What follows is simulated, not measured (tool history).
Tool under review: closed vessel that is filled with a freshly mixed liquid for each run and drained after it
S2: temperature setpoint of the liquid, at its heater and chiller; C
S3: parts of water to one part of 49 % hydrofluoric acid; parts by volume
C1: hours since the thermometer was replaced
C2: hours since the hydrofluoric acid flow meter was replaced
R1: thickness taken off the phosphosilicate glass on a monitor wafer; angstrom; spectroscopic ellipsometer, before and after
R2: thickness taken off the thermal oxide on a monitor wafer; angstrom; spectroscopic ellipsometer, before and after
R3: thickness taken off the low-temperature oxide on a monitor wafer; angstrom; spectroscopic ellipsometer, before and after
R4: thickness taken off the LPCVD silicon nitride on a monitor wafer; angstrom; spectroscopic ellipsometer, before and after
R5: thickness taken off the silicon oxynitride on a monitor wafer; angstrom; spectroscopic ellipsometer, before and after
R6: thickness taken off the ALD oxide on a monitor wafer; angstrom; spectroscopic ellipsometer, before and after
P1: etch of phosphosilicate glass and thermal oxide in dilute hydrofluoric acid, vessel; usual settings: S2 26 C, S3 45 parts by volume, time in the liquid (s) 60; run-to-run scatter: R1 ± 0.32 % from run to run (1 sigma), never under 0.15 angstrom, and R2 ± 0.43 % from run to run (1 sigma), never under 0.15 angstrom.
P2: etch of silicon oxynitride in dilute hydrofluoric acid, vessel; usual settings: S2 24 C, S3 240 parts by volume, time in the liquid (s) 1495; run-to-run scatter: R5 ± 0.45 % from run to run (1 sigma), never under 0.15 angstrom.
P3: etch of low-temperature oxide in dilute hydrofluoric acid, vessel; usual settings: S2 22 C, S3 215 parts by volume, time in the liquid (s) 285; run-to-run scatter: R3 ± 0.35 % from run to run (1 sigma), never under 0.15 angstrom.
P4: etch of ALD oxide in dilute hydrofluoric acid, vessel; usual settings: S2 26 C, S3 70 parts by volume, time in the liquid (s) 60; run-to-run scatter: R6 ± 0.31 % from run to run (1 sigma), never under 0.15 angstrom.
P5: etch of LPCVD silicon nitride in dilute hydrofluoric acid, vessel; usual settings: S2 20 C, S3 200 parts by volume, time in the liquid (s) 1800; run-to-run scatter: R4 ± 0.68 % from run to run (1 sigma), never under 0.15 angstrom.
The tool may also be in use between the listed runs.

Run 1, hour 4.5: process that ran P1, S2 26 C, S3 45 parts by volume, time in the liquid (s) 60; C1 203.1; C2 855.1. Result: R1 2704.5 angstrom, R2 74.6 angstrom.
Run 2, hour 6.8: process that ran P3, S2 22 C, S3 40 parts by volume, time in the liquid (s) 285; C1 205.4; C2 857.4. Result: R3 922.5 angstrom.
Run 3, hour 10.1: process that ran P1, S2 18.5 C, S3 45 parts by volume, time in the liquid (s) 60; C1 208.7; C2 860.7. Result: R1 1966.8 angstrom, R2 55.148 angstrom.
Run 4, hour 14.3: process that ran P5, S2 20 C, S3 200 parts by volume, time in the liquid (s) 320; C1 212.9; C2 864.9. Result: R4 5.6847 angstrom.
Run 5, hour 16.8: process that ran P1, S2 26 C, S3 45 parts by volume, time in the liquid (s) 60; C1 215.4; C2 867.4. Result: R1 2694.9 angstrom, R2 75.049 angstrom.
Run 6, hour 20.9: process that ran P1, S2 26 C, S3 30 parts by volume, time in the liquid (s) 60; C1 219.5; C2 871.5. Result: R1 4126 angstrom, R2 113.32 angstrom.
Run 7, hour 24.4: process that ran P2, S2 30.5 C, S3 240 parts by volume, time in the liquid (s) 1495; C1 223; C2 875. Result: R5 217.9 angstrom.
Run 8, hour 29.2: process that ran P1, S2 26 C, S3 25 parts by volume, time in the liquid (s) 110; C1 227.8; C2 879.8. Result: R1 9162.7 angstrom, R2 253.49 angstrom.
Run 9, hour 34.3: process that ran P1, S2 31 C, S3 45 parts by volume, time in the liquid (s) 60; C1 232.9; C2 884.9. Result: R1 3278.6 angstrom, R2 91.969 angstrom.
Run 10, hour 38.6: process that ran P1, S2 26 C, S3 45 parts by volume, time in the liquid (s) 60; C1 237.2; C2 889.2. Result: R1 2698.9 angstrom, R2 75.03 angstrom.
Run 11, hour 41.8: process that ran P4, S2 26 C, S3 70 parts by volume, time in the liquid (s) 30; C1 240.4; C2 892.4. Result: R6 54.742 angstrom.
Run 12, hour 45.4: process that ran P1, S2 26 C, S3 70 parts by volume, time in the liquid (s) 30; C1 244; C2 896. Result: R1 840 angstrom, R2 23.12 angstrom.
Run 13, hour 48.7: process that ran P5, S2 20 C, S3 200 parts by volume, time in the liquid (s) 1800; C1 247.3; C2 899.3. Result: R4 30.136 angstrom.
Run 14, hour 52: process that ran P5, S2 20 C, S3 285 parts by volume, time in the liquid (s) 1800; C1 250.6; C2 902.6. Result: R4 21.25 angstrom.
Run 15, hour 56.9: process that ran P5, S2 17 C, S3 200 parts by volume, time in the liquid (s) 1800; C1 255.5; C2 907.5. Result: R4 25.06 angstrom.
Run 16, hour 59.7: process that ran P2, S2 24 C, S3 240 parts by volume, time in the liquid (s) 1495; C1 258.3; C2 910.3. Result: R5 166.93 angstrom.
Run 17, hour 64: process that ran P4, S2 26 C, S3 70 parts by volume, time in the liquid (s) 60; C1 262.6; C2 914.6. Result: R6 109.86 angstrom.
Run 18, hour 66.5: process that ran P3, S2 17 C, S3 215 parts by volume, time in the liquid (s) 285; C1 265.1; C2 917.1. Result: R3 115.9 angstrom.
Run 19, hour 69.7: process that ran P1, S2 26 C, S3 45 parts by volume, time in the liquid (s) 30; C1 268.3; C2 920.3. Result: R1 1343.3 angstrom, R2 37.817 angstrom.
Run 20, hour 72.5: process that ran P1, S2 26 C, S3 45 parts by volume, time in the liquid (s) 60; C1 271.1; C2 923.1. Result: R1 2703.4 angstrom, R2 74.887 angstrom.
Run 21, hour 76.4: process that ran P3, S2 22 C, S3 215 parts by volume, time in the liquid (s) 155; C1 275; C2 927. Result: R3 76.776 angstrom.
Run 22, hour 80.7: process that ran P1, S2 26 C, S3 75 parts by volume, time in the liquid (s) 60; C1 279.3; C2 931.3. Result: R1 1550.5 angstrom, R2 43.461 angstrom.
Run 23, hour 83.4: process that ran P1, S2 26 C, S3 60 parts by volume, time in the liquid (s) 105; C1 282; C2 934. Result: R1 3449.2 angstrom, R2 95.697 angstrom.
Run 24, hour 87.8: process that ran P2, S2 24 C, S3 240 parts by volume, time in the liquid (s) 105; C1 286.4; C2 938.4. Result: R5 11.778 angstrom.
Run 25, hour 92.1: process that ran P4, S2 34 C, S3 70 parts by volume, time in the liquid (s) 60; C1 290.7; C2 942.7. Result: R6 148.91 angstrom.
Run 26, hour 94.5: process that ran P4, S2 26 C, S3 25 parts by volume, time in the liquid (s) 60; C1 293.1; C2 945.1. Result: R6 328.22 angstrom.
Run 27, hour 99.3: process that ran P1, S2 26 C, S3 45 parts by volume, time in the liquid (s) 90; C1 297.9; C2 949.9. Result: R1 4034.7 angstrom, R2 111.75 angstrom.
Run 28, hour 104.2: process that ran P2, S2 24 C, S3 415 parts by volume, time in the liquid (s) 1495; C1 302.8; C2 954.8. Result: R5 85.208 angstrom.
Run 29, hour 108.2: process that ran P1, S2 26 C, S3 45 parts by volume, time in the liquid (s) 60; C1 306.8; C2 958.8. Result: R1 2682.8 angstrom, R2 74.995 angstrom.
Run 30, hour 113.4: process that ran P3, S2 22 C, S3 215 parts by volume, time in the liquid (s) 285; C1 312; C2 964. Result: R3 140.63 angstrom.
Run 31, hour 118.3: process that ran P1, S2 26 C, S3 45 parts by volume, time in the liquid (s) 60; C1 316.9; C2 968.9. Result: R1 2688.7 angstrom, R2 74.48 angstrom.
Run 32, hour 122.7: process that ran P1, S2 26 C, S3 45 parts by volume, time in the liquid (s) 60; C1 321.3; C2 973.3. Result: R1 2599.9 angstrom, R2 71.843 angstrom.
Run 33, hour 125.7: process that ran P1, S2 26 C, S3 45 parts by volume, time in the liquid (s) 60; C1 324.3; C2 976.3. Result: R1 2572.6 angstrom, R2 70.617 angstrom.
Run 34, hour 129.2: process that ran P1, S2 26 C, S3 45 parts by volume, time in the liquid (s) 60; C1 327.8; C2 979.8. Result: R1 2520.7 angstrom, R2 70.263 angstrom.
Run 35, hour 133.3: process that ran P1, S2 26 C, S3 45 parts by volume, time in the liquid (s) 60; C1 331.9; C2 983.9. Result: R1 2501.8 angstrom, R2 69.45 angstrom.
Run 36, hour 137.3: process that ran P1, S2 26 C, S3 45 parts by volume, time in the liquid (s) 60; C1 335.9; C2 987.9. Result: R1 2481 angstrom, R2 69.467 angstrom.
Run 37, hour 140.3: process that ran P1, S2 26 C, S3 45 parts by volume, time in the liquid (s) 60; C1 338.9; C2 990.9. Result: R1 2452.9 angstrom, R2 68.047 angstrom.
Run 38, hour 143: process that ran P1, S2 26 C, S3 45 parts by volume, time in the liquid (s) 60; C1 341.6; C2 993.6. Result: R1 2467.6 angstrom, R2 68.105 angstrom.
Run 39, hour 146.1: process that ran P1, S2 26 C, S3 45 parts by volume, time in the liquid (s) 60; C1 344.7; C2 996.7. Result: R1 2467.5 angstrom, R2 68.275 angstrom.
Run 40, hour 151: process that ran P1, S2 26 C, S3 45 parts by volume, time in the liquid (s) 60; C1 349.6; C2 1001.6. Result: R1 2451.6 angstrom, R2 68.226 angstrom.
Run 41, hour 154.7: process that ran P1, S2 26 C, S3 45 parts by volume, time in the liquid (s) 60; C1 353.3; C2 1005.3. Result: R1 2459.1 angstrom, R2 67.52 angstrom.
Run 42, hour 157.8: process that ran P1, S2 26 C, S3 45 parts by volume, time in the liquid (s) 60; C1 356.4; C2 1008.4. Result: R1 2442.8 angstrom, R2 67.643 angstrom.

Compared with where it was, what P1 gives has crept away. Each cause listed below fits the log as well as the rest, at the size given for it:
A: liquid colder than its thermometer reads (K) = 2.37
B: hydrofluoric acid flow below the setpoint (%) = 8.69
Creep in the process output first set in at about hour 118.3.

The 4 check runs listed below each average the results of 2 wafers, and their outcomes are marked with question marks. Under which run would the listed causes produce clearly different results?
Run check 1, hour 160.9: process that ran P5, S2 17 C, S3 265 parts by volume, time in the liquid (s) 1800. Result: R4 ?.
Run check 2, hour 160.9: process that ran P2, S2 24 C, S3 410 parts by volume, time in the liquid (s) 125. Result: R5 ?.
Run check 3, hour 160.9: process that ran P4, S2 34 C, S3 30 parts by volume, time in the liquid (s) 60. Result: R6 ?.
Run check 4, hour 160.9: process that ran P3, S2 22 C, S3 65 parts by volume, time in the liquid (s) 285. Result: R3 ?.

What each check would give under each cause:
  check  result    if A    if B
check 1      R4  16.192  17.402
check 2      R5  6.5908  6.4736
check 3      R6  338.76  337.69
check 4      R3  497.56  497.75
Separation of the two closest causes in each check, using whichever result separates them best: check 1 7.21 %; check 2 1.79 %; check 3 0.32 %; check 4 0.04 %
Of the check runs offered, only check 1 discriminates between the causes; the rest would read about the same regardless of which cause applies.

The results of check 1 are: R4 17.386 angstrom. Based on these, which of the listed causes is it?

It was cause B: hydrofluoric acid flow below the setpoint (%).
